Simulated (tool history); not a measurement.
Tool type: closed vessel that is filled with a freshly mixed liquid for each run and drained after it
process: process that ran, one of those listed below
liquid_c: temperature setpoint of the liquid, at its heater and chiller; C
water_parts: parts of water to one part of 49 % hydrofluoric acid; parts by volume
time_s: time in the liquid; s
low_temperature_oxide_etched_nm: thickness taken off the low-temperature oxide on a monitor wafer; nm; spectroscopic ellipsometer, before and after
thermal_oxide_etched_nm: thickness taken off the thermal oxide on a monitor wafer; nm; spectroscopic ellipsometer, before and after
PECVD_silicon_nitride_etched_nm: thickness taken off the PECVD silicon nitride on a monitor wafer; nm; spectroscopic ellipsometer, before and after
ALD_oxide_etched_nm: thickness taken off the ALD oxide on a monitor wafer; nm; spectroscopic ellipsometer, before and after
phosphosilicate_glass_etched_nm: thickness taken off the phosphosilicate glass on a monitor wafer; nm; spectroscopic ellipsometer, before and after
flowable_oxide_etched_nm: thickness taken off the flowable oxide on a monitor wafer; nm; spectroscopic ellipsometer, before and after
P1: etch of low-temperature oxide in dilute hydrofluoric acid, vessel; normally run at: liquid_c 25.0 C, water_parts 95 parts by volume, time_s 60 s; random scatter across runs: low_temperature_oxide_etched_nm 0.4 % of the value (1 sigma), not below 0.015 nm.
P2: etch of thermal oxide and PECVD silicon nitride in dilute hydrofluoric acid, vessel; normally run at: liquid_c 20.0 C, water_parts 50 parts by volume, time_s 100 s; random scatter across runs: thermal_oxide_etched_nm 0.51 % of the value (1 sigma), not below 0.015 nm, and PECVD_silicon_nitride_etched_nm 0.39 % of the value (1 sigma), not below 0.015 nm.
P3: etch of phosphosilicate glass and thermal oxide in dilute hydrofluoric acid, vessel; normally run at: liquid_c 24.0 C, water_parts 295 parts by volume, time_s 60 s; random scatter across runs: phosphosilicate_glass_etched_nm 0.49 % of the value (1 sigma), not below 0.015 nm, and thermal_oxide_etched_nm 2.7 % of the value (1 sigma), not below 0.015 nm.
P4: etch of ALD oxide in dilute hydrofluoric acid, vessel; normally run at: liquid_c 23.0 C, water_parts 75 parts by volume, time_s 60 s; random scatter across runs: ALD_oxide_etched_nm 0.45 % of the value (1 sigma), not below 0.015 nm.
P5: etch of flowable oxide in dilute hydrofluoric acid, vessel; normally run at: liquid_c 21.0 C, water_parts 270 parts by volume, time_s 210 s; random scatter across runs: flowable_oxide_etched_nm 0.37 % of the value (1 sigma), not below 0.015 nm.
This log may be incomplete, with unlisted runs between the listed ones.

| run | hour | process | liquid_c | water_parts | time_s | hours since the thermometer was replaced | hours since the hydrofluoric acid flow meter was replaced | low_temperature_oxide_etched_nm | thermal_oxide_etched_nm | PECVD_silicon_nitride_etched_nm | ALD_oxide_etched_nm | phosphosilicate_glass_etched_nm | flowable_oxide_etched_nm |
|---|---|---|---|---|---|---|---|---|---|---|---|---|---|
| 1 | 11.0 | P1 | 25.0 | 95 | 60 | 541.5 | 82.6 | 12.4770 |  |  |  |  |  |
| 2 | 22.7 | P1 | 25.0 | 95 | 30 | 553.2 | 94.3 | 6.2794 |  |  |  |  |  |
| 3 | 28.6 | P2 | 17.0 | 50 | 100 | 559.1 | 100.2 |  | 8.16620 | 4.3523 |  |  |  |
| 4 | 40.0 | P1 | 28.5 | 40 | 60 | 570.5 | 111.6 | 36.8520 |  |  |  |  |  |
| 5 | 45.2 | P1 | 25.0 | 95 | 60 | 575.7 | 116.8 | 12.4910 |  |  |  |  |  |
| 6 | 51.1 | P4 | 31.0 | 75 | 60 | 581.6 | 122.7 |  |  |  | 35.060 |  |  |
| 7 | 59.4 | P4 | 23.0 | 75 | 95 | 589.9 | 131.0 |  |  |  | 40.596 |  |  |
| 8 | 67.2 | P3 | 31.5 | 295 | 60 | 597.7 | 138.8 |  | 0.97931 |  |  | 20.708 |  |
| 9 | 73.1 | P1 | 25.0 | 95 | 60 | 603.6 | 144.7 | 12.4660 |  |  |  |  |  |
| 10 | 79.2 | P1 | 25.0 | 25 | 60 | 609.7 | 150.8 | 52.1480 |  |  |  |  |  |
| 11 | 86.1 | P2 | 20.0 | 50 | 100 | 616.6 | 157.7 |  | 9.17950 | 5.4125 |  |  |  |
| 12 | 92.5 | P1 | 25.0 | 160 | 60 | 623.0 | 164.1 | 6.8253 |  |  |  |  |  |
| 13 | 102.8 | P3 | 24.0 | 295 | 110 | 633.3 | 174.4 |  | 1.42380 |  |  | 29.283 |  |
| 14 | 109.8 | P1 | 19.5 | 95 | 60 | 640.3 | 181.4 | 10.0500 |  |  |  |  |  |
| 15 | 119.1 | P1 | 25.0 | 95 | 60 | 649.6 | 190.7 | 12.4290 |  |  |  |  |  |
| 16 | 127.7 | P1 | 25.0 | 95 | 60 | 658.2 | 199.3 | 12.5090 |  |  |  |  |  |
| 17 | 138.1 | P3 | 24.0 | 130 | 60 | 668.6 | 209.7 |  | 1.97040 |  |  | 42.938 |  |
| 18 | 144.4 | P5 | 21.0 | 45 | 210 | 674.9 | 216.0 |  |  |  |  |  | 256.3100 |
| 19 | 151.2 | P5 | 17.0 | 270 | 210 | 681.7 | 222.8 |  |  |  |  |  | 28.9230 |
| 20 | 157.0 | P5 | 21.0 | 270 | 210 | 687.5 | 228.6 |  |  |  |  |  | 33.7190 |
| 21 | 168.3 | P1 | 29.5 | 95 | 60 | 698.8 | 239.9 | 14.8040 |  |  |  |  |  |
| 22 | 176.4 | P5 | 21.0 | 270 | 30 | 706.9 | 248.0 |  |  |  |  |  | 4.8386 |
| 23 | 182.4 | P2 | 20.0 | 25 | 100 | 712.9 | 254.0 |  | 18.94400 | 10.5010 |  |  |  |
| 24 | 191.2 | P1 | 25.0 | 95 | 60 | 721.7 | 262.8 | 12.4380 |  |  |  |  |  |
| 25 | 200.4 | P4 | 23.0 | 140 | 60 | 730.9 | 272.0 |  |  |  | 12.797 |  |  |
| 26 | 212.4 | P1 | 25.0 | 95 | 110 | 742.9 | 284.0 | 22.9620 |  |  |  |  |  |
| 27 | 223.9 | P3 | 24.0 | 295 | 60 | 754.4 | 295.5 |  | 0.75716 |  |  | 15.961 |  |
| 28 | 235.4 | P1 | 25.0 | 95 | 60 | 765.9 | 307.0 | 12.4540 |  |  |  |  |  |
| 29 | 244.0 | P2 | 20.0 | 50 | 155 | 774.5 | 315.6 |  | 14.24300 | 8.3450 |  |  |  |
| 30 | 252.1 | P2 | 20.0 | 50 | 100 | 782.6 | 323.7 |  | 9.09030 | 5.3361 |  |  |  |
| 31 | 259.5 | P5 | 21.0 | 270 | 210 | 790.0 | 331.1 |  |  |  |  |  | 33.6710 |
| 32 | 267.1 | P4 | 23.0 | 75 | 60 | 797.6 | 338.7 |  |  |  | 25.764 |  |  |
| 33 | 272.5 | P1 | 25.0 | 95 | 60 | 803.0 | 344.1 | 12.4690 |  |  |  |  |  |
| 34 | 281.1 | P1 | 25.0 | 95 | 60 | 811.6 | 352.7 | 12.1460 |  |  |  |  |  |
| 35 | 286.5 | P1 | 25.0 | 95 | 60 | 817.0 | 358.1 | 11.8520 |  |  |  |  |  |
| 36 | 297.9 | P1 | 25.0 | 95 | 60 | 828.4 | 369.5 | 11.8170 |  |  |  |  |  |
| 37 | 303.5 | P1 | 25.0 | 95 | 60 | 834.0 | 375.1 | 11.7950 |  |  |  |  |  |
| 38 | 310.5 | P1 | 25.0 | 95 | 60 | 841.0 | 382.1 | 11.6480 |  |  |  |  |  |
| 39 | 318.9 | P1 | 25.0 | 95 | 60 | 849.4 | 390.5 | 11.6680 |  |  |  |  |  |
| 40 | 324.8 | P1 | 25.0 | 95 | 60 | 855.3 | 396.4 | 11.5610 |  |  |  |  |  |
| 41 | 330.7 | P1 | 25.0 | 95 | 60 | 861.2 | 402.3 | 11.6260 |  |  |  |  |  |
| 42 | 336.7 | P1 | 25.0 | 95 | 60 | 867.2 | 408.3 | 11.6370 |  |  |  |  |  |
| 43 | 342.0 | P1 | 25.0 | 95 | 60 | 872.5 | 413.6 | 11.6340 |  |  |  |  |  |

What P1 gives has crept away from where it was. These 2 causes fit the log equally well, each at the size given:
A: hydrofluoric acid flow below the setpoint (%) = 6.39
B: liquid colder than its thermometer reads (K) = 1.87
The process output started creeping at around hour 272.5.

Which of the 4 check runs listed below separates the causes, so that each cause would produce a clearly different result? Each run uses one wafer, and its results are marked with question marks.
| check 1 | 347.3 | P3 | 24.0 | 160 | 95 |  |  |  | ? |  |  | ? |  |
| check 2 | 347.3 | P2 | 17.0 | 50 | 100 |  |  |  | ? | ? |  |  |  |
| check 3 | 347.3 | P4 | 26.5 | 135 | 60 |  |  |  |  |  | ? |  |  |
| check 4 | 347.3 | P5 | 21.0 | 105 | 30 |  |  |  |  |  |  |  | ? |

Expected result of each check under each candidate cause:
| check | result | if A | if B |
|---|---|---|---|
| check 1 | thermal_oxide_etched_nm | 2.41570 | 2.43160 |
| check 1 | phosphosilicate_glass_etched_nm | 49.875 | 50.204 |
| check 2 | thermal_oxide_etched_nm | 7.52790 | 7.43700 |
| check 2 | PECVD_silicon_nitride_etched_nm | 4.1003 | 3.8234 |
| check 3 | ALD_oxide_etched_nm | 14.025 | 14.113 |
| check 4 | flowable_oxide_etched_nm | 13.5910 | 13.5590 |
Gap, in per cent, between the two causes that each check separates least, read from the result that separates them most: check 1 0.66 %; check 2 6.99 %; check 3 0.63 %; check 4 0.24 %
Only check 2 tells the causes apart: in the others they would give nearly the same result.

With check 2 done, the readings were: thermal_oxide_etched_nm 7.53030 nm; PECVD_silicon_nitride_etched_nm 4.0636 nm. Identify which of the listed causes applies.

Of the candidate causes, it is A: hydrofluoric acid flow below the setpoint (%).
